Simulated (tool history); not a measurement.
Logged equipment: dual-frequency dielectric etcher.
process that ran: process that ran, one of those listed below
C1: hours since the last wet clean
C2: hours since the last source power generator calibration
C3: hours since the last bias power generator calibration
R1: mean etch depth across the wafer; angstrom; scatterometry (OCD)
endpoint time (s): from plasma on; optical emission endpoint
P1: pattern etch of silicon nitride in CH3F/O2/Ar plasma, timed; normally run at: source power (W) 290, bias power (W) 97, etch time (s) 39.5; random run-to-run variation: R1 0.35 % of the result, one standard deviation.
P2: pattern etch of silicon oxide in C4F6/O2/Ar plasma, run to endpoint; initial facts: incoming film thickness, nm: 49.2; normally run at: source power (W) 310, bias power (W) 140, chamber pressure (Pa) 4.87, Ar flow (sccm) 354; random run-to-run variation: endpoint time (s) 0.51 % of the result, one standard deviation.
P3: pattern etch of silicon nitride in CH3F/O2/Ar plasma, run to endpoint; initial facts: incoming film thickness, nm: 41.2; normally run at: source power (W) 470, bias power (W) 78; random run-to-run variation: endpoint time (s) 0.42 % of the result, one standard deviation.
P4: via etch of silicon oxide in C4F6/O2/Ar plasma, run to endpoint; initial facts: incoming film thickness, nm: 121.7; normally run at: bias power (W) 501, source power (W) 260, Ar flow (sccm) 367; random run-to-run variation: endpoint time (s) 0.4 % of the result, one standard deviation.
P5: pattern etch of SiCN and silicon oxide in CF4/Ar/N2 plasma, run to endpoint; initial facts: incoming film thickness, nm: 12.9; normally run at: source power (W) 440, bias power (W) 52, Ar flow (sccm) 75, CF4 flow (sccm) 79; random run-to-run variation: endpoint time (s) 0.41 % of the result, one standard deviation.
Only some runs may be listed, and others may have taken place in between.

{"run": 1, "hour": 10.9, "process that ran": "P1", "source power (W)": 290, "bias power (W)": 97, "etch time (s)": 39.5, "C1": 472, "C2": 2946.5, "C3": 1852.4, "R1": 269.85}
{"run": 2, "hour": 20.1, "process that ran": "P3", "source power (W)": 470, "bias power (W)": 78, "C1": 481.2, "C2": 2955.7, "C3": 1861.6, "endpoint time (s)": 54.448}
{"run": 3, "hour": 25.3, "process that ran": "P4", "source power (W)": 260, "bias power (W)": 332, "Ar flow (sccm)": 367, "C1": 486.4, "C2": 2960.9, "C3": 1866.8, "endpoint time (s)": 37.294}
{"run": 4, "hour": 35.5, "process that ran": "P3", "source power (W)": 590, "bias power (W)": 78, "C1": 496.6, "C2": 2971.1, "C3": 1877, "endpoint time (s)": 49.614}
{"run": 5, "hour": 44.3, "process that ran": "P1", "source power (W)": 240, "bias power (W)": 97, "etch time (s)": 39.5, "C1": 505.4, "C2": 2979.9, "C3": 1885.8, "R1": 252.95}
{"run": 6, "hour": 51.3, "process that ran": "P1", "source power (W)": 290, "bias power (W)": 97, "etch time (s)": 39.5, "C1": 512.4, "C2": 2986.9, "C3": 1892.8, "R1": 270.37}
{"run": 7, "hour": 57.8, "process that ran": "P5", "source power (W)": 440, "bias power (W)": 52, "Ar flow (sccm)": 75, "CF4 flow (sccm)": 79, "C1": 518.9, "C2": 2993.4, "C3": 1899.3, "endpoint time (s)": 15.962}
{"run": 8, "hour": 65.2, "process that ran": "P5", "source power (W)": 270, "bias power (W)": 52, "Ar flow (sccm)": 75, "CF4 flow (sccm)": 79, "C1": 526.3, "C2": 3000.8, "C3": 1906.7, "endpoint time (s)": 24.899}
{"run": 9, "hour": 70.9, "process that ran": "P3", "source power (W)": 470, "bias power (W)": 78, "C1": 532, "C2": 3006.5, "C3": 1912.4, "endpoint time (s)": 54.454}
{"run": 10, "hour": 82.0, "process that ran": "P4", "source power (W)": 190, "bias power (W)": 501, "Ar flow (sccm)": 367, "C1": 543.1, "C2": 3017.6, "C3": 1923.5, "endpoint time (s)": 35.937}
{"run": 11, "hour": 87.3, "process that ran": "P5", "source power (W)": 440, "bias power (W)": 33, "Ar flow (sccm)": 75, "CF4 flow (sccm)": 79, "C1": 548.4, "C2": 3022.9, "C3": 1928.8, "endpoint time (s)": 18.282}
{"run": 12, "hour": 93.1, "process that ran": "P2", "source power (W)": 310, "bias power (W)": 105, "Ar flow (sccm)": 354, "chamber pressure (Pa)": 4.87, "C1": 554.2, "C2": 3028.7, "C3": 1934.6, "endpoint time (s)": 20.849}
{"run": 13, "hour": 104.5, "process that ran": "P2", "source power (W)": 310, "bias power (W)": 140, "Ar flow (sccm)": 354, "chamber pressure (Pa)": 4.87, "C1": 565.6, "C2": 3040.1, "C3": 1946, "endpoint time (s)": 19.043}
{"run": 14, "hour": 111.7, "process that ran": "P1", "source power (W)": 290, "bias power (W)": 121, "etch time (s)": 29.5, "C1": 572.8, "C2": 3047.3, "C3": 1953.2, "R1": 218.29}
{"run": 15, "hour": 118.5, "process that ran": "P1", "source power (W)": 390, "bias power (W)": 97, "etch time (s)": 39.5, "C1": 579.6, "C2": 3054.1, "C3": 1960, "R1": 301.83}
{"run": 16, "hour": 125.8, "process that ran": "P1", "source power (W)": 290, "bias power (W)": 97, "etch time (s)": 39.5, "C1": 586.9, "C2": 3061.4, "C3": 1967.3, "R1": 271.46}
{"run": 17, "hour": 131.4, "process that ran": "P5", "source power (W)": 440, "bias power (W)": 52, "Ar flow (sccm)": 101, "CF4 flow (sccm)": 79, "C1": 592.5, "C2": 3067, "C3": 1972.9, "endpoint time (s)": 16.832}
{"run": 18, "hour": 140.7, "process that ran": "P4", "source power (W)": 260, "bias power (W)": 501, "Ar flow (sccm)": 234, "C1": 601.8, "C2": 3076.3, "C3": 1982.2, "endpoint time (s)": 30.141}
{"run": 19, "hour": 149.3, "process that ran": "P3", "source power (W)": 470, "bias power (W)": 45, "C1": 610.4, "C2": 3084.9, "C3": 1990.8, "endpoint time (s)": 65.048}
{"run": 20, "hour": 157.9, "process that ran": "P4", "source power (W)": 260, "bias power (W)": 501, "Ar flow (sccm)": 367, "C1": 619, "C2": 3093.5, "C3": 1999.4, "endpoint time (s)": 31.828}
{"run": 21, "hour": 169.3, "process that ran": "P5", "source power (W)": 440, "bias power (W)": 52, "Ar flow (sccm)": 75, "CF4 flow (sccm)": 50, "C1": 630.4, "C2": 3104.9, "C3": 2010.8, "endpoint time (s)": 17.276}
{"run": 22, "hour": 177.0, "process that ran": "P1", "source power (W)": 290, "bias power (W)": 134, "etch time (s)": 39.5, "C1": 638.1, "C2": 3112.6, "C3": 2018.5, "R1": 306.12}
{"run": 23, "hour": 188.5, "process that ran": "P2", "source power (W)": 430, "bias power (W)": 140, "Ar flow (sccm)": 354, "chamber pressure (Pa)": 4.87, "C1": 649.6, "C2": 3124.1, "C3": 2030, "endpoint time (s)": 16.724}
{"run": 24, "hour": 198.2, "process that ran": "P1", "source power (W)": 290, "bias power (W)": 80, "etch time (s)": 39.5, "C1": 659.3, "C2": 3133.8, "C3": 2039.7, "R1": 251.23}
{"hour": 202.5, "done": "wet clean of the chamber"}
{"run": 25, "hour": 206.8, "process that ran": "P2", "source power (W)": 310, "bias power (W)": 140, "Ar flow (sccm)": 446, "chamber pressure (Pa)": 4.87, "C1": 4.3, "C2": 3142.4, "C3": 2048.3, "endpoint time (s)": 19.59}
{"run": 26, "hour": 216.8, "process that ran": "P2", "source power (W)": 310, "bias power (W)": 140, "Ar flow (sccm)": 354, "chamber pressure (Pa)": 3.73, "C1": 14.3, "C2": 3152.4, "C3": 2058.3, "endpoint time (s)": 18.455}
{"run": 27, "hour": 222.1, "process that ran": "P1", "source power (W)": 290, "bias power (W)": 97, "etch time (s)": 39.5, "C1": 19.6, "C2": 3157.7, "C3": 2063.6, "R1": 271.41}
{"run": 28, "hour": 228.0, "process that ran": "P1", "source power (W)": 290, "bias power (W)": 97, "etch time (s)": 21.5, "C1": 25.5, "C2": 3163.6, "C3": 2069.5, "R1": 146.3}
{"run": 29, "hour": 233.2, "process that ran": "P2", "source power (W)": 310, "bias power (W)": 140, "Ar flow (sccm)": 354, "chamber pressure (Pa)": 4.87, "C1": 30.7, "C2": 3168.8, "C3": 2074.7, "endpoint time (s)": 18.962}
{"run": 30, "hour": 241.4, "process that ran": "P1", "source power (W)": 290, "bias power (W)": 97, "etch time (s)": 39.5, "C1": 38.9, "C2": 3177, "C3": 2082.9, "R1": 272.35}
{"run": 31, "hour": 250.5, "process that ran": "P1", "source power (W)": 290, "bias power (W)": 97, "etch time (s)": 48.5, "C1": 48, "C2": 3186.1, "C3": 2092, "R1": 331.21}
{"run": 32, "hour": 255.7, "process that ran": "P1", "source power (W)": 290, "bias power (W)": 97, "etch time (s)": 39.5, "C1": 53.2, "C2": 3191.3, "C3": 2097.2, "R1": 269.16}
{"run": 33, "hour": 265.2, "process that ran": "P1", "source power (W)": 290, "bias power (W)": 97, "etch time (s)": 39.5, "C1": 62.7, "C2": 3200.8, "C3": 2106.7, "R1": 272.48}
{"run": 34, "hour": 275.1, "process that ran": "P1", "source power (W)": 290, "bias power (W)": 97, "etch time (s)": 39.5, "C1": 72.6, "C2": 3210.7, "C3": 2116.6, "R1": 271.82}
{"run": 35, "hour": 285.6, "process that ran": "P1", "source power (W)": 290, "bias power (W)": 97, "etch time (s)": 39.5, "C1": 83.1, "C2": 3221.2, "C3": 2127.1, "R1": 273.61}
{"run": 36, "hour": 292.5, "process that ran": "P1", "source power (W)": 290, "bias power (W)": 97, "etch time (s)": 39.5, "C1": 90, "C2": 3228.1, "C3": 2134, "R1": 274.54}
{"run": 37, "hour": 297.6, "process that ran": "P1", "source power (W)": 290, "bias power (W)": 97, "etch time (s)": 39.5, "C1": 95.1, "C2": 3233.2, "C3": 2139.1, "R1": 274.7}
{"hour": 303.8, "done": "wet clean of the chamber"}
{"run": 38, "hour": 307.4, "process that ran": "P1", "source power (W)": 290, "bias power (W)": 97, "etch time (s)": 39.5, "C1": 3.7, "C2": 3243, "C3": 2148.9, "R1": 273.78}
{"run": 39, "hour": 314.9, "process that ran": "P1", "source power (W)": 290, "bias power (W)": 97, "etch time (s)": 39.5, "C1": 11.2, "C2": 3250.5, "C3": 2156.4, "R1": 275.71}
{"run": 40, "hour": 320.4, "process that ran": "P1", "source power (W)": 290, "bias power (W)": 97, "etch time (s)": 39.5, "C1": 16.7, "C2": 3256, "C3": 2161.9, "R1": 273.8}

What will run 41 give?
{"run": 41, "hour": 332.3, "process that ran": "P1", "source power (W)": 290, "bias power (W)": 97, "etch time (s)": 39.5, "C1": 28.6, "C2": 3267.9, "C3": 2173.8, "R1": "?"}

For run 41 the tool returned R1 274.96 angstrom.

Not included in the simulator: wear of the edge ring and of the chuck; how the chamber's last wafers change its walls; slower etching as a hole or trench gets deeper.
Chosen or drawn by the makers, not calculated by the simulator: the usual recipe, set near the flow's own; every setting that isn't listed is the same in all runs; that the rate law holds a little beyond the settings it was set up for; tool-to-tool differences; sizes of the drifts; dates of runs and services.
